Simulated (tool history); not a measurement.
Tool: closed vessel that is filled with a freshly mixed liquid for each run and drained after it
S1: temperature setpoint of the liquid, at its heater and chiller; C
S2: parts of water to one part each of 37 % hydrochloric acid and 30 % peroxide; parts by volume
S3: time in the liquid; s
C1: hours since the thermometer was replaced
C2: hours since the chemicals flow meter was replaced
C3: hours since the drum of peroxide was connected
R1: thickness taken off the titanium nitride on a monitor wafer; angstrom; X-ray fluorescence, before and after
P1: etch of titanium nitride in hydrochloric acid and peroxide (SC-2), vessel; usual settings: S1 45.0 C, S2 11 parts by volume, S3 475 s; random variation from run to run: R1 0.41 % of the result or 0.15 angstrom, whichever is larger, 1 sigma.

Run 1, hour 4.6: S1 45.0 C, S2 11 parts by volume, S3 475 s; C1 301.9; C2 1188.8; C3 408.5. Result: R1 94.5850 angstrom.
Run 2, hour 8.6: S1 45.0 C, S2 11 parts by volume, S3 475 s; C1 305.9; C2 1192.8; C3 412.5. Result: R1 94.0900 angstrom.
Run 3, hour 15.3: S1 45.0 C, S2 4 parts by volume, S3 475 s; C1 312.6; C2 1199.5; C3 419.2. Result: R1 203.9400 angstrom.
Run 4, hour 20.7: S1 45.0 C, S2 11 parts by volume, S3 475 s; C1 318.0; C2 1204.9; C3 424.6. Result: R1 94.8750 angstrom.
Run 5, hour 28.5: S1 45.0 C, S2 11 parts by volume, S3 35 s; C1 325.8; C2 1212.7; C3 432.4. Result: R1 6.9573 angstrom.
Run 6, hour 35.3: S1 45.0 C, S2 11 parts by volume, S3 475 s; C1 332.6; C2 1219.5; C3 439.2. Result: R1 94.7180 angstrom.
Run 7, hour 40.8: S1 45.0 C, S2 18 parts by volume, S3 475 s; C1 338.1; C2 1225.0; C3 444.7. Result: R1 61.5830 angstrom.
Run 8, hour 47.7: S1 45.0 C, S2 11 parts by volume, S3 475 s; C1 345.0; C2 1231.9; C3 451.6. Result: R1 94.5220 angstrom.
Run 9, hour 53.3: S1 35.0 C, S2 11 parts by volume, S3 475 s; C1 350.6; C2 1237.5; C3 457.2. Result: R1 46.1700 angstrom.
At hour 53.6: new drum of peroxide connected.
Run 10, hour 57.7: S1 45.0 C, S2 11 parts by volume, S3 900 s; C1 355.0; C2 1241.9; C3 4.1. Result: R1 178.9900 angstrom.
Run 11, hour 65.5: S1 61.5 C, S2 11 parts by volume, S3 475 s; C1 362.8; C2 1249.7; C3 11.9. Result: R1 280.5400 angstrom.
Run 12, hour 73.5: S1 45.0 C, S2 19 parts by volume, S3 905 s; C1 370.8; C2 1257.7; C3 19.9. Result: R1 111.0700 angstrom.
Run 13, hour 80.6: S1 45.0 C, S2 11 parts by volume, S3 475 s; C1 377.9; C2 1264.8; C3 27.0. Result: R1 94.4850 angstrom.
Run 14, hour 88.9: S1 45.0 C, S2 11 parts by volume, S3 475 s; C1 386.2; C2 1273.1; C3 35.3. Result: R1 94.7870 angstrom.
Run 15, hour 95.0: S1 45.0 C, S2 11 parts by volume, S3 475 s; C1 392.3; C2 1279.2; C3 41.4. Result: R1 96.8850 angstrom.
Run 16, hour 99.1: S1 45.0 C, S2 11 parts by volume, S3 475 s; C1 396.4; C2 1283.3; C3 45.5. Result: R1 97.6890 angstrom.
Run 17, hour 105.6: S1 45.0 C, S2 11 parts by volume, S3 475 s; C1 402.9; C2 1289.8; C3 52.0. Result: R1 99.9380 angstrom.
Run 18, hour 114.1: S1 45.0 C, S2 11 parts by volume, S3 475 s; C1 411.4; C2 1298.3; C3 60.5. Result: R1 101.1400 angstrom.
Run 19, hour 121.9: S1 45.0 C, S2 11 parts by volume, S3 475 s; C1 419.2; C2 1306.1; C3 68.3. Result: R1 102.6000 angstrom.
Run 20, hour 129.1: S1 45.0 C, S2 11 parts by volume, S3 475 s; C1 426.4; C2 1313.3; C3 75.5. Result: R1 102.5400 angstrom.
Run 21, hour 137.7: S1 45.0 C, S2 11 parts by volume, S3 475 s; C1 435.0; C2 1321.9; C3 84.1. Result: R1 102.0900 angstrom.
Run 22, hour 145.9: S1 45.0 C, S2 11 parts by volume, S3 475 s; C1 443.2; C2 1330.1; C3 92.3. Result: R1 102.7800 angstrom.
Run 23, hour 152.9: S1 45.0 C, S2 11 parts by volume, S3 475 s; C1 450.2; C2 1337.1; C3 99.3. Result: R1 102.5300 angstrom.
Run 24, hour 159.5: S1 45.0 C, S2 11 parts by volume, S3 475 s; C1 456.8; C2 1343.7; C3 105.9. Result: R1 102.4900 angstrom.

What P1 gives has crept away from where it was. These 2 causes fit the log equally well, each at the size given:
A: liquid hotter than its thermometer reads (K) = 1.26
B: chemicals flow above the setpoint (%) = 10.7
The creep began at about hour 88.9.
Why every other cause is out:
peroxide weaker than its label (%): at most 8, which would move R1 by -7.4 %: too little, or the wrong way

4 check runs are offered, each on 2 wafers whose results are averaged, their results left as question marks. Which one tells the causes apart?
Run check 1, hour 166.1: S1 45.0 C, S2 15.5 parts by volume, S3 40 s. Result: R1 ?.
Run check 2, hour 166.1: S1 56.5 C, S2 11.0 parts by volume, S3 875 s. Result: R1 ?.
Run check 3, hour 166.1: S1 45.0 C, S2 16.5 parts by volume, S3 840 s. Result: R1 ?.
Run check 4, hour 166.1: S1 36.5 C, S2 4.0 parts by volume, S3 475 s. Result: R1 ?.

What each check would give under each cause:
  check  result      if A      if B
check 1      R1    6.4491    6.4695
check 2      R1  405.0800  407.0700
check 3      R1  128.1100  128.6000
check 4      R1  123.0800  120.1100
How far apart the two closest causes lie, in the result that separates them most: check 1 0.32 %; check 2 0.49 %; check 3 0.38 %; check 4 2.45 %
Only check 4 tells the causes apart: in the others they would give nearly the same result.

Check 4 was then run and gave: R1 120.0400 angstrom. Which cause is it?

It is B: chemicals flow above the setpoint (%).

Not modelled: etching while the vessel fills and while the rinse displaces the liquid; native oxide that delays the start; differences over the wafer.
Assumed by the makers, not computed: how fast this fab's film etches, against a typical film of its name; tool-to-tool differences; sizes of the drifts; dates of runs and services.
